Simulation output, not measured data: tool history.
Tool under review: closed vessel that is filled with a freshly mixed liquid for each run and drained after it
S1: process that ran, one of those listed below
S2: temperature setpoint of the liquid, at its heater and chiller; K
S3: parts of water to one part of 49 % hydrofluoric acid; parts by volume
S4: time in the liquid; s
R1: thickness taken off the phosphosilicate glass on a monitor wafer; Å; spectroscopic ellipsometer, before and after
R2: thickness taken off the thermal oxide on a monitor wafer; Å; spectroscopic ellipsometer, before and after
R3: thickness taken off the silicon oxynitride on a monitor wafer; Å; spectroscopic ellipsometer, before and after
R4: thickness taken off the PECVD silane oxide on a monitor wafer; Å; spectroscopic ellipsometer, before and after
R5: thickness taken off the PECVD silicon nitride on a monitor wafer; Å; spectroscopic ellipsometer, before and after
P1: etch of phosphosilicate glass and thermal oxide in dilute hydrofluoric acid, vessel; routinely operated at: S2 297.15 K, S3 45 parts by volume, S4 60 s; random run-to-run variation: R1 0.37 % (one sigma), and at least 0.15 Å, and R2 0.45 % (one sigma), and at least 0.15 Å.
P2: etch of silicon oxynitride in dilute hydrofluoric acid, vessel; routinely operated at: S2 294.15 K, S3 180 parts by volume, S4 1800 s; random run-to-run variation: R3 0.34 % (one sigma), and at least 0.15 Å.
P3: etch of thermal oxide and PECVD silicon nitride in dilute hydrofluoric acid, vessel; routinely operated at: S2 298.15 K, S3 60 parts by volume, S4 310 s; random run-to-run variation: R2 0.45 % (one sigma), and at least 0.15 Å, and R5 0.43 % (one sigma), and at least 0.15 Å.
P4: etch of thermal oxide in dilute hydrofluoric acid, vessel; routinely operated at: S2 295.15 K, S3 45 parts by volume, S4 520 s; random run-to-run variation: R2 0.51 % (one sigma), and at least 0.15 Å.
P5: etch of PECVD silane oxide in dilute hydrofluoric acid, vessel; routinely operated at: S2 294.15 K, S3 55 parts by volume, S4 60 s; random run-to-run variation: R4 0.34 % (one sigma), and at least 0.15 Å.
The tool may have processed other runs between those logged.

run 1 hour=3.5 | S1=P1 S2=297.15 S3=45 S4=60 | R1=1309.20 R2=65.031
run 2 hour=6.6 | S1=P1 S2=303.15 S3=45 S4=60 | R1=1668.40 R2=83.374
run 3 hour=11.5 | S1=P1 S2=292.15 S3=45 S4=60 | R1=1058.00 R2=52.897
run 4 hour=14.5 | S1=P1 S2=297.15 S3=45 S4=60 | R1=1307.40 R2=65.441
run 5 hour=17.0 | S1=P1 S2=297.15 S3=45 S4=85 | R1=1852.70 R2=92.371
run 6 hour=21.0 | S1=P4 S2=295.15 S3=45 S4=520 | R2=554.690
run 7 hour=24.1 | S1=P1 S2=297.15 S3=20 S4=60 | R1=3041.10 R2=151.620
run 8 hour=28.6 | S1=P1 S2=297.15 S3=70 S4=60 | R1=814.35 R2=40.493
run 9 hour=32.7 | S1=P1 S2=297.15 S3=45 S4=60 | R1=1307.80 R2=64.875
run 10 hour=35.6 | S1=P4 S2=290.15 S3=45 S4=520 | R2=448.620
run 11 hour=40.2 | S1=P2 S2=294.15 S3=180 S4=1800 | R3=116.110
run 12 hour=43.1 | S1=P2 S2=290.15 S3=180 S4=1800 | R3=96.037
run 13 hour=46.7 | S1=P5 S2=294.15 S3=85 S4=60 | R4=205.23
run 14 hour=50.5 | S1=P2 S2=294.15 S3=45 S4=1800 | R3=512.600
run 15 hour=53.3 | S1=P3 S2=306.65 S3=60 S4=310 | R2=362.650 R5=247.78
run 16 hour=57.1 | S1=P4 S2=295.15 S3=65 S4=520 | R2=377.560
run 17 hour=59.7 | S1=P2 S2=294.15 S3=180 S4=1800 | R3=116.670
run 18 hour=64.8 | S1=P3 S2=298.15 S3=60 S4=310 | R2=261.350 R5=145.02
run 19 hour=69.5 | S1=P1 S2=297.15 S3=45 S4=30 | R1=654.47 R2=32.488
run 20 hour=74.2 | S1=P1 S2=297.15 S3=45 S4=60 | R1=1299.40 R2=64.646
run 21 hour=77.5 | S1=P5 S2=294.15 S3=55 S4=60 | R4=330.87
run 22 hour=81.5 | S1=P4 S2=295.15 S3=45 S4=520 | R2=556.180
run 23 hour=84.6 | S1=P1 S2=297.15 S3=75 S4=115 | R1=1445.40 R2=72.808
run 24 hour=88.6 | S1=P1 S2=297.15 S3=45 S4=60 | R1=1307.20 R2=64.696
run 25 hour=91.8 | S1=P1 S2=297.15 S3=45 S4=60 | R1=1305.00 R2=64.878
run 26 hour=95.4 | S1=P1 S2=297.15 S3=45 S4=60 | R1=1302.30 R2=65.115
run 27 hour=98.2 | S1=P5 S2=294.15 S3=55 S4=85 | R4=469.73
run 28 hour=102.0 | S1=P2 S2=294.15 S3=180 S4=2655 | R3=172.130
run 29 hour=106.3 | S1=P4 S2=295.15 S3=45 S4=130 | R2=139.870
run 30 hour=109.4 | S1=P3 S2=298.15 S3=85 S4=310 | R2=178.010 R5=103.51
run 31 hour=111.6 | S1=P5 S2=290.15 S3=55 S4=60 | R4=276.57
run 32 hour=115.4 | S1=P3 S2=298.15 S3=60 S4=610 | R2=515.190 R5=282.98
run 33 hour=118.7 | S1=P1 S2=297.15 S3=45 S4=60 | R1=1300.80 R2=65.470
run 34 hour=123.0 | S1=P1 S2=297.15 S3=45 S4=60 | R1=1274.20 R2=62.863
run 35 hour=127.0 | S1=P1 S2=297.15 S3=45 S4=60 | R1=1240.00 R2=61.912
run 36 hour=132.0 | S1=P1 S2=297.15 S3=45 S4=60 | R1=1224.40 R2=60.782
run 37 hour=135.9 | S1=P1 S2=297.15 S3=45 S4=60 | R1=1216.30 R2=61.712
run 38 hour=140.1 | S1=P1 S2=297.15 S3=45 S4=60 | R1=1212.30 R2=60.708
run 39 hour=143.0 | S1=P1 S2=297.15 S3=45 S4=60 | R1=1206.40 R2=60.643
run 40 hour=145.7 | S1=P1 S2=297.15 S3=45 S4=60 | R1=1217.30 R2=60.611
run 41 hour=148.5 | S1=P1 S2=297.15 S3=45 S4=60 | R1=1206.90 R2=59.630

Something has made what P1 gives creep away from where it was; the 2 causes below, each at its own stated size, fit the log equally well:
A: liquid colder than its thermometer reads (K) = 1.77
B: hydrofluoric acid flow below the setpoint (%) = 6.67
The onset of the drift is placed at about hour 118.7.

Below are 4 check runs, each on a single wafer, with their results shown as question marks. Which of them would tell the listed causes apart, meaning the causes would give clearly different results under it?
run check 1 hour=151.3 | S1=P5 S2=294.15 S3=55 S4=60 | R4=?
run check 2 hour=151.3 | S1=P2 S2=294.15 S3=180 S4=1800 | R3=?
run check 3 hour=151.3 | S1=P3 S2=298.15 S3=60 S4=310 | R2=? R5=?
run check 4 hour=151.3 | S1=P4 S2=295.15 S3=45 S4=520 | R2=?

Outcome of each check run for each possible cause:
check=check_1 result=R4 if_A=306.16 if_B=306.47
check=check_2 result=R3 if_A=107.020 if_B=107.570
check=check_3 result=R2 if_A=243.070 if_B=242.450
check=check_3 result=R5 if_A=128.33 if_B=135.00
check=check_4 result=R2 if_A=515.800 if_B=516.630
Per-check spread between the two closest causes, in the result where they differ most: check 1 0.1 %; check 2 0.51 %; check 3 5.07 %; check 4 0.16 %
Check 3 distinguishes between the causes, while the remaining checks would return nearly the same result for all of them.

With check 3 done, the readings were: R2 243.960 Å; R5 133.96 Å. Identify which of the listed causes applies.

The cause is B: hydrofluoric acid flow below the setpoint (%).

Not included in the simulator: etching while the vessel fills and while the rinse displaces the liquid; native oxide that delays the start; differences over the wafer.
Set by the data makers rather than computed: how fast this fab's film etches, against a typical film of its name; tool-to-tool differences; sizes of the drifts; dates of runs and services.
